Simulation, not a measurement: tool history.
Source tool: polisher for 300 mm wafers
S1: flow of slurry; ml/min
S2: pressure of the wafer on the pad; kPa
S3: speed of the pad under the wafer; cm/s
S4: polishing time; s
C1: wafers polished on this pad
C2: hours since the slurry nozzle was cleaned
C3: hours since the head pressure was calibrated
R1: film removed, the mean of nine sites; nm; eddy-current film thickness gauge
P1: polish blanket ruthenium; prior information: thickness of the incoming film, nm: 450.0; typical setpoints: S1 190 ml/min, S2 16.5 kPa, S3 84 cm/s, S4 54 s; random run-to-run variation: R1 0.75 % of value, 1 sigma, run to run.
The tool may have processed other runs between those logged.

run   hour   S1    S2   S3  S4    C1     C2     C3      R1
  1   16.3  190  16.5   84  54   736  318.7  345.3  52.337
  2   26.3  190   7.6   84  54   856  328.7  355.3  24.254
  3   36.5  190  16.5   84  54   979  338.9  365.5  52.246
  4   45.5  190  16.5   84  54  1087  347.9  374.5  52.273
  5   54.5  190  16.5   84  54  1195  356.9  383.5  52.566
  6   66.1  115  16.5   84  54  1335  368.5  395.1  48.188
  7   77.3  190  16.5  122  54  1470  379.7  406.3  75.504
      83.5  -- worn pad replaced by a new one
  8   92.7  190  16.5   84  54   110  395.1  421.7  52.297
  9  109.9  255  16.5   84  54   317  412.3  438.9  54.237
 10  122.9  190  24.1   84  54   473  425.3  451.9  75.847
 11  138.8  190  16.5   84  80   664  441.2  467.8  76.848
 12  153.8  190  16.5   46  54   845  456.2  482.8  28.777
 13  169.8  190  16.5   84  32  1037  472.2  498.8  30.745
 14  179.5  190  11.7   48  54  1154  481.9  508.5  21.054
 15  187.6  190  16.5   64  37  1251    490  516.6  27.622
 16  196.1  190  16.5   84  54  1353  498.5  525.1  51.903
 17  212.4  190  16.5   84  54  1549  514.8  541.4  50.678
 18    220  190  16.5   84  54  1641  522.4    549  50.043
 19  233.4  190  16.5   84  54  1802  535.8  562.4  49.532
 20  250.6  190  16.5   84  54  2009    553  579.6  49.221
 21  258.2  190  16.5   84  54  2100  560.6  587.2  48.852
     269.7  -- worn pad replaced by a new one
 22  272.7  190  16.5   84  54    37  575.1  601.7  48.445
 23  288.2  190  16.5   84  54   223  590.6  617.2  49.019
 24  302.6  190  16.5   84  54   396    605  631.6   49.01
 25  316.5  190  16.5   84  54   563  618.9  645.5  49.042

Something has made what P1 gives creep away from where it was; the 2 causes below, each at its own stated size, fit the log equally well:
A: slurry flow missing at the pad, % = 32.4
B: head's pressure below its setpoint, % = 6.34
At approximately hour 196.1, the process output began to creep.
Excluded causes, each with its reason:
removal rate lost through wear of the pad, %: serviced after onset, at hour 269.7, with no recovery of the prior output

Which of the 4 check runs listed below, each an average over 3 wafers with its results shown as question marks, gives clearly different results under the different listed causes?
check 1  330.4  190    20  104  54               ?
check 2  330.4  190  20.7   84  54               ?
check 3  330.4  190  16.5   48  54               ?
check 4  330.4  125  16.5  112  54               ?

How each check would come out, cause by cause:
  check  result    if A    if B
check 1      R1  73.247   73.26
check 2      R1  61.201  61.212
check 3      R1  27.978  27.983
check 4      R1   58.99  60.808
Per-check spread between the two closest causes, in the result where they differ most: check 1 0.02 %; check 2 0.02 %; check 3 0.02 %; check 4 3.03 %
The other checks would show nearly matching results whichever cause is true, so check 4 is the only one that separates the causes.

With check 4 done, the readings were: R1 60.603 nm. Identify which of the listed causes applies.

The correct cause is B, namely: head's pressure below its setpoint, %.

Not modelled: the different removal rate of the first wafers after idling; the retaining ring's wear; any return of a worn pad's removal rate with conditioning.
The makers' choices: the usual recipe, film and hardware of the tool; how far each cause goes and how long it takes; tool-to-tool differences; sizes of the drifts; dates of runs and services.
